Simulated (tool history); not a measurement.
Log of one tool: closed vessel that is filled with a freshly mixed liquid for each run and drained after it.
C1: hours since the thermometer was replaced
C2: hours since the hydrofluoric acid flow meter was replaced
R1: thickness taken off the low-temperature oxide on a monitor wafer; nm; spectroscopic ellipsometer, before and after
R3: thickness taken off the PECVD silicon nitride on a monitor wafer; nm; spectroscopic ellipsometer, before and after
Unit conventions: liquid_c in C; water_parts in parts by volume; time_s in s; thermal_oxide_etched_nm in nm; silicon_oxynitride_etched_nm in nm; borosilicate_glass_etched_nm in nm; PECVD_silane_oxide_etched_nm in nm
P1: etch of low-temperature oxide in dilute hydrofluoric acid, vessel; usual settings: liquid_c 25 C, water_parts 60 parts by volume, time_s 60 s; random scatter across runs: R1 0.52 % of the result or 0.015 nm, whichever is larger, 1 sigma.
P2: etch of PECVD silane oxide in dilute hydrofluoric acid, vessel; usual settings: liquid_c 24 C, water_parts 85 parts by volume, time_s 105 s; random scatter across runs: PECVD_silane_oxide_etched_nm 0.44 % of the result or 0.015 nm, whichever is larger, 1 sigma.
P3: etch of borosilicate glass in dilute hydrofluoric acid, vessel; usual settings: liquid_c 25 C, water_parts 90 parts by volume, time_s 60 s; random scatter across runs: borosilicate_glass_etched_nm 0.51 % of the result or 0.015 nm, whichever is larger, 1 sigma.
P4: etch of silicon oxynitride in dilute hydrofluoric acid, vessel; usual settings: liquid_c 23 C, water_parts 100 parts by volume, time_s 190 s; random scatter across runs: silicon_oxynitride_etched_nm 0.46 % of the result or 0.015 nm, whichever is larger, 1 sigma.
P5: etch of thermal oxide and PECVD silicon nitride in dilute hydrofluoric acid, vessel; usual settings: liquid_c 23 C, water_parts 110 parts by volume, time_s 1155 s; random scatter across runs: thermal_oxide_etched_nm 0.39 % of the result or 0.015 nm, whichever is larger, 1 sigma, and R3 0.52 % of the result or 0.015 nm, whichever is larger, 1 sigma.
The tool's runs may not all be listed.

run 1 day=0.133 | process=P1 liquid_c=25 water_parts=60 time_s=60 | C1=480 C2=327.7 | R1=14.17
run 2 day=0.258 | process=P5 liquid_c=23 water_parts=110 time_s=300 | C1=483 C2=330.7 | thermal_oxide_etched_nm=13.088 R3=12.313
run 3 day=0.417 | process=P4 liquid_c=17 water_parts=100 time_s=190 | C1=486.8 C2=334.5 | silicon_oxynitride_etched_nm=4.2859
run 4 day=0.571 | process=P1 liquid_c=32 water_parts=60 time_s=30 | C1=490.5 C2=338.2 | R1=9.379
run 5 day=0.671 | process=P3 liquid_c=25 water_parts=155 time_s=60 | C1=492.9 C2=340.6 | borosilicate_glass_etched_nm=8.6115
run 6 day=0.804 | process=P1 liquid_c=25 water_parts=90 time_s=60 | C1=496.1 C2=343.8 | R1=9.0866
run 7 day=0.9 | process=P4 liquid_c=23 water_parts=100 time_s=90 | C1=498.4 C2=346.1 | silicon_oxynitride_etched_nm=2.7082
run 8 day=1.05 | process=P5 liquid_c=30.5 water_parts=110 time_s=1155 | C1=502 C2=349.7 | thermal_oxide_etched_nm=67.178 R3=75.931
run 9 day=1.171 | process=P1 liquid_c=25 water_parts=60 time_s=60 | C1=504.9 C2=352.6 | R1=14.176
run 10 day=1.333 | process=P4 liquid_c=23 water_parts=150 time_s=190 | C1=508.8 C2=356.5 | silicon_oxynitride_etched_nm=3.6453
run 11 day=1.429 | process=P1 liquid_c=25 water_parts=60 time_s=110 | C1=511.1 C2=358.8 | R1=25.757
run 12 day=1.55 | process=P3 liquid_c=25 water_parts=90 time_s=60 | C1=514 C2=361.7 | borosilicate_glass_etched_nm=16.121
run 13 day=1.683 | process=P1 liquid_c=19 water_parts=60 time_s=60 | C1=517.2 C2=364.9 | R1=11.015
run 14 day=1.817 | process=P4 liquid_c=23 water_parts=100 time_s=190 | C1=520.4 C2=368.1 | silicon_oxynitride_etched_nm=5.7301
run 15 day=1.962 | process=P1 liquid_c=25 water_parts=60 time_s=60 | C1=523.9 C2=371.6 | R1=14.152
run 16 day=2.1 | process=P1 liquid_c=25 water_parts=60 time_s=60 | C1=527.2 C2=374.9 | R1=14.041
run 17 day=2.242 | process=P1 liquid_c=25 water_parts=30 time_s=60 | C1=530.6 C2=378.3 | R1=29.405
run 18 day=2.35 | process=P4 liquid_c=23 water_parts=100 time_s=190 | C1=533.2 C2=380.9 | silicon_oxynitride_etched_nm=5.7451
run 19 day=2.429 | process=P3 liquid_c=25 water_parts=90 time_s=60 | C1=535.1 C2=382.8 | borosilicate_glass_etched_nm=15.965
run 20 day=2.529 | process=P5 liquid_c=23 water_parts=40 time_s=1155 | C1=537.5 C2=385.2 | thermal_oxide_etched_nm=150.41 R3=127.51
run 21 day=2.683 | process=P3 liquid_c=21 water_parts=90 time_s=60 | C1=541.2 C2=388.9 | borosilicate_glass_etched_nm=13.631
run 22 day=2.854 | process=P3 liquid_c=25 water_parts=90 time_s=90 | C1=545.3 C2=393 | borosilicate_glass_etched_nm=24.093
run 23 day=2.992 | process=P1 liquid_c=25 water_parts=60 time_s=30 | C1=548.6 C2=396.3 | R1=7.0751
run 24 day=3.088 | process=P2 liquid_c=27.5 water_parts=85 time_s=105 | C1=550.9 C2=398.6 | PECVD_silane_oxide_etched_nm=39.882
run 25 day=3.221 | process=P2 liquid_c=24 water_parts=85 time_s=30 | C1=554.1 C2=401.8 | PECVD_silane_oxide_etched_nm=9.947
run 26 day=3.312 | process=P5 liquid_c=23 water_parts=110 time_s=1155 | C1=556.3 C2=404 | thermal_oxide_etched_nm=50.122 R3=46.94
run 27 day=3.396 | process=P2 liquid_c=24 water_parts=85 time_s=105 | C1=558.3 C2=406 | PECVD_silane_oxide_etched_nm=34.664
run 28 day=3.5 | process=P5 liquid_c=23 water_parts=110 time_s=1155 | C1=560.8 C2=408.5 | thermal_oxide_etched_nm=50.223 R3=47.344
run 29 day=3.596 | process=P1 liquid_c=29 water_parts=60 time_s=60 | C1=563.1 C2=410.8 | R1=16.538
run 30 day=3.7 | process=P2 liquid_c=24 water_parts=140 time_s=105 | C1=565.6 C2=413.3 | PECVD_silane_oxide_etched_nm=19.929
run 31 day=3.829 | process=P1 liquid_c=25 water_parts=60 time_s=60 | C1=568.7 C2=416.4 | R1=14.052
run 32 day=3.925 | process=P1 liquid_c=25 water_parts=60 time_s=60 | C1=571 C2=418.7 | R1=13.824
run 33 day=4.017 | process=P1 liquid_c=25 water_parts=60 time_s=60 | C1=573.2 C2=420.9 | R1=13.6
run 34 day=4.092 | process=P1 liquid_c=25 water_parts=60 time_s=60 | C1=575 C2=422.7 | R1=13.755
run 35 day=4.204 | process=P1 liquid_c=25 water_parts=60 time_s=60 | C1=577.7 C2=425.4 | R1=13.565
run 36 day=4.375 | process=P1 liquid_c=25 water_parts=60 time_s=60 | C1=581.8 C2=429.5 | R1=13.299
run 37 day=4.538 | process=P1 liquid_c=25 water_parts=60 time_s=60 | C1=585.7 C2=433.4 | R1=13.189
run 38 day=4.688 | process=P1 liquid_c=25 water_parts=60 time_s=60 | C1=589.3 C2=437 | R1=13.221
run 39 day=4.762 | process=P1 liquid_c=25 water_parts=60 time_s=60 | C1=591.1 C2=438.8 | R1=13.11
run 40 day=4.883 | process=P1 liquid_c=25 water_parts=60 time_s=60 | C1=594 C2=441.7 | R1=13.259
run 41 day=4.971 | process=P1 liquid_c=25 water_parts=60 time_s=60 | C1=596.1 C2=443.8 | R1=13.196
run 42 day=5.146 | process=P1 liquid_c=25 water_parts=60 time_s=60 | C1=600.3 C2=448 | R1=13.23

The log shows P1 creeping away from where it was. Any of the 2 causes listed here, at the size stated for it, fits the log just as well as the others:
A: liquid colder than its thermometer reads (K) = 1.75
B: hydrofluoric acid flow below the setpoint (%) = 6.38
The gradual shift began around day 3.829.

Each of the 4 check runs below uses one wafer; its results are left as question marks. Which run tells the causes apart?
run check 1 day=5.321 | process=P3 liquid_c=25 water_parts=140 time_s=60 | borosilicate_glass_etched_nm=?
run check 2 day=5.321 | process=P5 liquid_c=30.5 water_parts=110 time_s=1155 | thermal_oxide_etched_nm=? R3=?
run check 3 day=5.321 | process=P4 liquid_c=23 water_parts=150 time_s=190 | silicon_oxynitride_etched_nm=?
run check 4 day=5.321 | process=P2 liquid_c=24 water_parts=130 time_s=35 | PECVD_silane_oxide_etched_nm=?

What every check run would give for each of its results, assuming each possible cause in turn:
check=check_1 result=borosilicate_glass_etched_nm if_A=9.077 if_B=8.9878
check=check_2 result=thermal_oxide_etched_nm if_A=62.777 if_B=62.08
check=check_2 result=R3 if_A=68.523 if_B=71.53
check=check_3 result=silicon_oxynitride_etched_nm if_A=3.4042 if_B=3.4317
check=check_4 result=PECVD_silane_oxide_etched_nm if_A=6.7215 if_B=6.669
Minimum pairwise separation of causes per check, each pair taken at its best-separating result: check 1 0.99 %; check 2 4.29 %; check 3 0.8 %; check 4 0.79 %
Only check 2 tells the causes apart: in the others they would give nearly the same result.

Check 2 has now been run. It gave: thermal_oxide_etched_nm 62.282 nm; R3 71.342 nm. Which of the candidate causes is it?

The correct cause is B, namely: hydrofluoric acid flow below the setpoint (%).

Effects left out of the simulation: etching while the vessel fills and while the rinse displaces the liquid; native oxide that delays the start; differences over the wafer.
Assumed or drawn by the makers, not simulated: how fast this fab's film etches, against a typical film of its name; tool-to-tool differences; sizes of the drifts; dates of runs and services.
